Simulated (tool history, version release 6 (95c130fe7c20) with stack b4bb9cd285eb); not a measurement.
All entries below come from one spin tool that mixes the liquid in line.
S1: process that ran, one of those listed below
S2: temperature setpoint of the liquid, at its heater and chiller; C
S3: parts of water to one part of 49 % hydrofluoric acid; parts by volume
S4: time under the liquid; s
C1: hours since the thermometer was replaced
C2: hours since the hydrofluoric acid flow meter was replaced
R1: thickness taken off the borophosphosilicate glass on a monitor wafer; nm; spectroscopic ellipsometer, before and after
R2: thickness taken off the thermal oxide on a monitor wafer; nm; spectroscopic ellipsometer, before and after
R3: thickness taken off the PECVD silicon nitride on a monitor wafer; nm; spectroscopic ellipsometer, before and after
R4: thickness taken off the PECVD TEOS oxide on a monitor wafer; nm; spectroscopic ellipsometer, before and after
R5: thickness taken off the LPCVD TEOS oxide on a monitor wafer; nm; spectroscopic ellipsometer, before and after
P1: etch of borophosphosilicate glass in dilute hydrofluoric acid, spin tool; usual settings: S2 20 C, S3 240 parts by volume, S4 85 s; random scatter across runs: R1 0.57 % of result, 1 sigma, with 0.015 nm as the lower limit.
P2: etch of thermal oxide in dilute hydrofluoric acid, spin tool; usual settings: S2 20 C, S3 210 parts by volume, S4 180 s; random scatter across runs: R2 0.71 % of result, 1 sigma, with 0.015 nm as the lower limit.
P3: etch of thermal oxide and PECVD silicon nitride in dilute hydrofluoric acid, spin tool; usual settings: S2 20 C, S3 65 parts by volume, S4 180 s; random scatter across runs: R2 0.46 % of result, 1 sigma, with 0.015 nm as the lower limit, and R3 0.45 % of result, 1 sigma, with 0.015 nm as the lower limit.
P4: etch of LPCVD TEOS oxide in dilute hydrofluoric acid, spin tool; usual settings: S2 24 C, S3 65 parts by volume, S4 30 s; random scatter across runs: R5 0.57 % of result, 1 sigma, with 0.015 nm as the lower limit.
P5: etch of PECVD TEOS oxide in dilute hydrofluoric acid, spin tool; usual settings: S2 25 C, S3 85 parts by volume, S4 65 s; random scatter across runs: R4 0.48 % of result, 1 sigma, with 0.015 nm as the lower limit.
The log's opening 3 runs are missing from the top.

run	hour	S1	S2	S3	S4	C1	C2	R1	R2	R3	R4	R5
4	45.6	P1	20	395	85	165.8	1276.6	8.4744				
5	52.8	P1	20	240	85	173	1283.8	16.133				
6	66	P4	24	35	30	186.2	1297					27.319
7	75.3	P1	20	240	85	195.5	1306.3	16.276				
8	82.8	P5	25	35	65	203	1313.8				17.996	
9	95.6	P4	24	65	50	215.8	1326.6					24.147
10	110.7	P2	20	135	180	230.9	1341.7		5.2699			
11	120.2	P4	24	65	30	240.4	1351.2					14.27
12	130.3	P1	17	240	85	250.5	1361.3	14.434				
13	144.3	P3	20	65	90	264.5	1375.3		5.3315	4.7958		
14	156.4	P5	32	85	65	276.6	1387.4				8.9337	
15	166.8	P2	17	210	180	287	1397.8		2.7639			
16	180.8	P3	20	65	180	301	1411.8		10.658	9.6631		
17	189.1	P1	28	240	130	309.3	1420.1	33.144				
18	199.1	P1	20	395	125	319.3	1430.1	12.537				
19	213.5	P1	20	240	135	333.7	1444.5	25.64				
20	223.5	P5	25	85	65	343.7	1454.5				6.9061	
21	238	P2	20	210	180	358.2	1469		3.1359			
# hour 240.8: hydrofluoric acid flow meter replaced
22	247.8	P1	20	145	85	368	7.1	29.206				
23	258.7	P1	24.5	240	85	378.9	18	19.026				
24	273.3	P3	17	65	180	393.5	32.6		9.4475	7.7949		
25	285.3	P1	20	240	85	405.5	44.6	16.175				
26	298.9	P1	20	415	35	419.1	58.2	3.2917				
27	312.8	P1	20	240	85	433	72.1	15.927				
28	319.5	P4	28	65	30	439.7	78.8					16.917

Expected results for the next run?
29	326.5	P2	20	210	35	446.7	85.8		?			

{"run 29": {"R2": 0.6018}}
